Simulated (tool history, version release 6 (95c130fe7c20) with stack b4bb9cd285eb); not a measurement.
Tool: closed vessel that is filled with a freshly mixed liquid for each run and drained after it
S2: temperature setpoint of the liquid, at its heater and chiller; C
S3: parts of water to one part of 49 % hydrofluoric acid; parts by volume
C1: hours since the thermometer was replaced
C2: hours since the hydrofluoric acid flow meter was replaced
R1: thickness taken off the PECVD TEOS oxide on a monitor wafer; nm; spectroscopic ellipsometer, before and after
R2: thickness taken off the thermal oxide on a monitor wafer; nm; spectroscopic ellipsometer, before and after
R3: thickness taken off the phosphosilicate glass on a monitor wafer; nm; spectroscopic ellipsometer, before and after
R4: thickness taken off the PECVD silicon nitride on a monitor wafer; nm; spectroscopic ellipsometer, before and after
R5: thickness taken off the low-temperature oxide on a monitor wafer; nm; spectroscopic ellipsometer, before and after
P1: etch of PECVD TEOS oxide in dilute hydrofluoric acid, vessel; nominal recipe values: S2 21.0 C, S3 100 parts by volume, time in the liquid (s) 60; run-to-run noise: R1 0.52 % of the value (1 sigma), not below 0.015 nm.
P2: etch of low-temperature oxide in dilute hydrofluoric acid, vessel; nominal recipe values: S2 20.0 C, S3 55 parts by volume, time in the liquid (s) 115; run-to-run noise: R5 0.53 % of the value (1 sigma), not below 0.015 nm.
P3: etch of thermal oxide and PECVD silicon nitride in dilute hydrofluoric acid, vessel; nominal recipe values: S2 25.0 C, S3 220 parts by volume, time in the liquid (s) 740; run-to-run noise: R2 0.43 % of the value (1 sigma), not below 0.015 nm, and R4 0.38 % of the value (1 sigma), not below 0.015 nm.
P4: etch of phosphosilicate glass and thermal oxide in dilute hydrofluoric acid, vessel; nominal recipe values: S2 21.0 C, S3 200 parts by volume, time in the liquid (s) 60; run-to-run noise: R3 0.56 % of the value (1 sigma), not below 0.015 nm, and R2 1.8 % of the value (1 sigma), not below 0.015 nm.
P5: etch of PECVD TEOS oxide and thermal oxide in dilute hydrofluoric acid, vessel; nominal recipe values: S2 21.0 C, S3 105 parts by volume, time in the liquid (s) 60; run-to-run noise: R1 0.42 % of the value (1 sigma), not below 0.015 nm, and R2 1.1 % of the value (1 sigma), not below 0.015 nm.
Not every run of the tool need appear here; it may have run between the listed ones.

{"run": 1, "hour": 11.5, "process that ran": "P1", "S2": 21.0, "S3": 100, "time in the liquid (s)": 60, "C1": 1545.9, "C2": 635.4, "R1": 5.6638}
{"run": 2, "hour": 24.3, "process that ran": "P1", "S2": 21.0, "S3": 140, "time in the liquid (s)": 95, "C1": 1558.7, "C2": 648.2, "R1": 6.0621}
{"run": 3, "hour": 39.1, "process that ran": "P1", "S2": 21.0, "S3": 100, "time in the liquid (s)": 90, "C1": 1573.5, "C2": 663.0, "R1": 8.3859}
{"run": 4, "hour": 49.1, "process that ran": "P5", "S2": 21.0, "S3": 105, "time in the liquid (s)": 60, "C1": 1583.5, "C2": 673.0, "R1": 10.773, "R2": 2.2692}
{"run": 5, "hour": 65.4, "process that ran": "P5", "S2": 27.0, "S3": 105, "time in the liquid (s)": 60, "C1": 1599.8, "C2": 689.3, "R1": 13.637, "R2": 2.8834}
{"run": 6, "hour": 78.4, "process that ran": "P4", "S2": 21.0, "S3": 200, "time in the liquid (s)": 60, "C1": 1612.8, "C2": 702.3, "R2": 1.1278, "R3": 31.303}
{"run": 7, "hour": 89.9, "process that ran": "P3", "S2": 17.0, "S3": 220, "time in the liquid (s)": 740, "C1": 1624.3, "C2": 713.8, "R2": 10.694, "R4": 6.0276}
{"run": 8, "hour": 105.3, "process that ran": "P1", "S2": 28.5, "S3": 100, "time in the liquid (s)": 60, "C1": 1639.7, "C2": 729.2, "R1": 7.5854}
{"run": 9, "hour": 117.5, "process that ran": "P2", "S2": 20.0, "S3": 55, "time in the liquid (s)": 225, "C1": 1651.9, "C2": 741.4, "R5": 51.699}
{"run": 10, "hour": 130.6, "process that ran": "P1", "S2": 21.0, "S3": 100, "time in the liquid (s)": 60, "C1": 1665.0, "C2": 754.5, "R1": 5.6331}
{"run": 11, "hour": 144.6, "process that ran": "P5", "S2": 21.0, "S3": 105, "time in the liquid (s)": 95, "C1": 1679.0, "C2": 768.5, "R1": 17.074, "R2": 3.6097}
{"run": 12, "hour": 152.5, "process that ran": "P1", "S2": 17.0, "S3": 100, "time in the liquid (s)": 115, "C1": 1686.9, "C2": 776.4, "R1": 9.1192}
{"run": 13, "hour": 160.7, "process that ran": "P1", "S2": 21.0, "S3": 100, "time in the liquid (s)": 60, "C1": 1695.1, "C2": 784.6, "R1": 5.641}
{"run": 14, "hour": 169.6, "process that ran": "P1", "S2": 21.0, "S3": 100, "time in the liquid (s)": 35, "C1": 1704.0, "C2": 793.5, "R1": 3.3029}
{"run": 15, "hour": 185.9, "process that ran": "P3", "S2": 25.0, "S3": 220, "time in the liquid (s)": 1160, "C1": 1720.3, "C2": 809.8, "R2": 22.581, "R4": 15.679}
{"run": 16, "hour": 194.5, "process that ran": "P1", "S2": 21.0, "S3": 100, "time in the liquid (s)": 60, "C1": 1728.9, "C2": 818.4, "R1": 5.567}
{"run": 17, "hour": 205.3, "process that ran": "P1", "S2": 17.0, "S3": 100, "time in the liquid (s)": 60, "C1": 1739.7, "C2": 829.2, "R1": 4.7752}
{"run": 18, "hour": 212.5, "process that ran": "P5", "S2": 21.0, "S3": 30, "time in the liquid (s)": 60, "C1": 1746.9, "C2": 836.4, "R1": 41.198, "R2": 8.493}
{"run": 19, "hour": 228.6, "process that ran": "P5", "S2": 21.0, "S3": 105, "time in the liquid (s)": 60, "C1": 1763.0, "C2": 852.5, "R1": 10.798, "R2": 2.2117}
{"run": 20, "hour": 243.3, "process that ran": "P1", "S2": 21.0, "S3": 100, "time in the liquid (s)": 60, "C1": 1777.7, "C2": 867.2, "R1": 5.6545}
{"run": 21, "hour": 252.9, "process that ran": "P3", "S2": 25.0, "S3": 220, "time in the liquid (s)": 740, "C1": 1787.3, "C2": 876.8, "R2": 14.487, "R4": 9.9754}
{"run": 22, "hour": 266.3, "process that ran": "P3", "S2": 25.0, "S3": 220, "time in the liquid (s)": 740, "C1": 1800.7, "C2": 890.2, "R2": 14.37, "R4": 9.9969}
{"run": 23, "hour": 277.9, "process that ran": "P2", "S2": 17.0, "S3": 55, "time in the liquid (s)": 115, "C1": 1812.3, "C2": 901.8, "R5": 23.288}
{"run": 24, "hour": 294.3, "process that ran": "P2", "S2": 20.0, "S3": 20, "time in the liquid (s)": 115, "C1": 1828.7, "C2": 918.2, "R5": 75.647}
{"run": 25, "hour": 306.0, "process that ran": "P2", "S2": 20.0, "S3": 55, "time in the liquid (s)": 115, "C1": 1840.4, "C2": 929.9, "R5": 26.761}
{"run": 26, "hour": 317.4, "process that ran": "P4", "S2": 21.0, "S3": 70, "time in the liquid (s)": 60, "C1": 1851.8, "C2": 941.3, "R2": 3.7317, "R3": 104.77}
{"run": 27, "hour": 329.2, "process that ran": "P1", "S2": 21.0, "S3": 100, "time in the liquid (s)": 60, "C1": 1863.6, "C2": 953.1, "R1": 5.6419}
{"hour": 338.6, "done": "hydrofluoric acid flow meter replaced"}
{"run": 28, "hour": 344.9, "process that ran": "P4", "S2": 29.0, "S3": 200, "time in the liquid (s)": 60, "C1": 1879.3, "C2": 6.3, "R2": 1.538, "R3": 41.828}
{"run": 29, "hour": 360.2, "process that ran": "P3", "S2": 25.0, "S3": 395, "time in the liquid (s)": 740, "C1": 1894.6, "C2": 21.6, "R2": 6.7126, "R4": 5.6051}
{"run": 30, "hour": 368.0, "process that ran": "P1", "S2": 21.0, "S3": 35, "time in the liquid (s)": 60, "C1": 1902.4, "C2": 29.4, "R1": 17.325}
{"run": 31, "hour": 380.0, "process that ran": "P4", "S2": 21.0, "S3": 200, "time in the liquid (s)": 105, "C1": 1914.4, "C2": 41.4, "R2": 1.9481, "R3": 55.28}
{"run": 32, "hour": 395.5, "process that ran": "P1", "S2": 21.0, "S3": 170, "time in the liquid (s)": 60, "C1": 1929.9, "C2": 56.9, "R1": 3.074}
{"run": 33, "hour": 404.1, "process that ran": "P1", "S2": 21.0, "S3": 100, "time in the liquid (s)": 60, "C1": 1938.5, "C2": 65.5, "R1": 5.6735}
{"run": 34, "hour": 412.6, "process that ran": "P1", "S2": 21.0, "S3": 100, "time in the liquid (s)": 60, "C1": 1947.0, "C2": 74.0, "R1": 5.5229}
{"run": 35, "hour": 420.1, "process that ran": "P1", "S2": 21.0, "S3": 100, "time in the liquid (s)": 60, "C1": 1954.5, "C2": 81.5, "R1": 5.4639}
{"run": 36, "hour": 431.8, "process that ran": "P1", "S2": 21.0, "S3": 100, "time in the liquid (s)": 60, "C1": 1966.2, "C2": 93.2, "R1": 5.4523}
{"run": 37, "hour": 448.3, "process that ran": "P1", "S2": 21.0, "S3": 100, "time in the liquid (s)": 60, "C1": 1982.7, "C2": 109.7, "R1": 5.4362}
{"run": 38, "hour": 461.9, "process that ran": "P1", "S2": 21.0, "S3": 100, "time in the liquid (s)": 60, "C1": 1996.3, "C2": 123.3, "R1": 5.306}
{"run": 39, "hour": 473.2, "process that ran": "P1", "S2": 21.0, "S3": 100, "time in the liquid (s)": 60, "C1": 2007.6, "C2": 134.6, "R1": 5.3418}
{"run": 40, "hour": 487.8, "process that ran": "P1", "S2": 21.0, "S3": 100, "time in the liquid (s)": 60, "C1": 2022.2, "C2": 149.2, "R1": 5.3333}
{"run": 41, "hour": 502.8, "process that ran": "P1", "S2": 21.0, "S3": 100, "time in the liquid (s)": 60, "C1": 2037.2, "C2": 164.2, "R1": 5.307}
{"run": 42, "hour": 516.2, "process that ran": "P1", "S2": 21.0, "S3": 100, "time in the liquid (s)": 60, "C1": 2050.6, "C2": 177.6, "R1": 5.2941}

Estimate the outcome of run 43 from the log above:
{"run": 43, "hour": 532.0, "process that ran": "P1", "S2": 21.0, "S3": 100, "time in the liquid (s)": 60, "C1": 2066.4, "C2": 193.4, "R1": "?"}

R1: 5.2677 nm
